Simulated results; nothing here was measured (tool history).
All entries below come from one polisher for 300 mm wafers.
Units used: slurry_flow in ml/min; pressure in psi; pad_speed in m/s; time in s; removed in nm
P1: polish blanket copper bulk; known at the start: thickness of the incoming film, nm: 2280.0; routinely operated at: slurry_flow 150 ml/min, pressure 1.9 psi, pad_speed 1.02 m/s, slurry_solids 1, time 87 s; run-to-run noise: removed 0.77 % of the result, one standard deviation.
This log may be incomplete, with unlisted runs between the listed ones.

| run | hour | slurry_flow | pressure | pad_speed | slurry_solids | time | wafers polished on this pad | hours since the slurry nozzle was cleaned | hours since the head pressure was calibrated | hours since the slurry blender was calibrated | removed |
|---|---|---|---|---|---|---|---|---|---|---|---|
| 1 | 11.5 | 150 | 1.9 | 1.02 | 1 | 87 | 193 | 110.9 | 138.2 | 107.6 | 534.68 |
| 2 | 17.8 | 150 | 1.9 | 1.02 | 1 | 39 | 264 | 117.2 | 144.5 | 113.9 | 235.41 |
| 3 | 30 | 150 | 1.9 | 1.02 | 1 | 136 | 401 | 129.4 | 156.7 | 126.1 | 828.02 |
| 4 | 41.5 | 150 | 1.9 | 1.62 | 1 | 87 | 531 | 140.9 | 168.2 | 137.6 | 850.25 |
| 5 | 53.5 | 90 | 1.9 | 1.02 | 1.35 | 87 | 667 | 152.9 | 180.2 | 149.6 | 509.85 |
| 6 | 63.2 | 150 | 0.9 | 1.02 | 1 | 87 | 776 | 162.6 | 189.9 | 159.3 | 251.09 |
| 7 | 75.7 | 150 | 1.9 | 1.02 | 1 | 87 | 917 | 175.1 | 202.4 | 171.8 | 532.49 |
| 8 | 88.2 | 235 | 1.9 | 1.02 | 1 | 87 | 1058 | 187.6 | 214.9 | 184.3 | 563.51 |
| 9 | 98.2 | 150 | 1.9 | 1.02 | 1 | 87 | 1171 | 197.6 | 224.9 | 194.3 | 536.38 |
| 10 | 109.5 | 150 | 1.9 | 1.02 | 1.4 | 109 | 1298 | 208.9 | 236.2 | 205.6 | 715.18 |
| 11 | 120.7 | 150 | 1.9 | 0.46 | 1 | 87 | 1425 | 220.1 | 247.4 | 216.8 | 235.97 |
| 12 | 128.8 | 150 | 1.9 | 1.02 | 0.5 | 87 | 1516 | 228.2 | 255.5 | 224.9 | 463.04 |
|  | 133.4 | slurry blender recalibrated |
| 13 | 139.7 | 150 | 1.2 | 1.02 | 1 | 59 | 1639 | 239.1 | 266.4 | 6.4 | 227.29 |
| 14 | 149.4 | 90 | 1.9 | 1.02 | 1 | 87 | 1749 | 248.8 | 276.1 | 16.1 | 472.06 |
| 15 | 158.9 | 150 | 2.5 | 1.02 | 1 | 87 | 1856 | 258.3 | 285.6 | 25.6 | 696.53 |
| 16 | 171.6 | 150 | 1.9 | 1.02 | 1.45 | 87 | 1999 | 271 | 298.3 | 38.3 | 570.63 |
| 17 | 184.5 | 150 | 1.9 | 1.02 | 1 | 87 | 2145 | 283.9 | 311.2 | 51.2 | 526.27 |
| 18 | 190.7 | 150 | 1.9 | 1.02 | 1 | 87 | 2215 | 290.1 | 317.4 | 57.4 | 530.2 |
| 19 | 201.7 | 150 | 1.9 | 1.02 | 1 | 87 | 2339 | 301.1 | 328.4 | 68.4 | 530.87 |
| 20 | 212.5 | 150 | 1.9 | 1.02 | 1 | 87 | 2461 | 311.9 | 339.2 | 79.2 | 503.9 |
| 21 | 220.7 | 150 | 1.9 | 1.02 | 1 | 87 | 2553 | 320.1 | 347.4 | 87.4 | 492.03 |
|  | 228.9 | head pressure recalibrated |
| 22 | 231 | 150 | 1.9 | 1.02 | 1 | 87 | 2669 | 330.4 | 2.1 | 97.7 | 492.41 |
| 23 | 243.6 | 150 | 1.9 | 1.02 | 1 | 87 | 2812 | 343 | 14.7 | 110.3 | 483.57 |

Run 24 comes next. What will it give?
|  | 250.3 | slurry blender recalibrated |
| 24 | 253.3 | 150 | 1.9 | 1.02 | 1 | 87 | 2921 | 352.7 | 24.4 | 3 | ? |

{"run 24": {"removed": 488.3}}
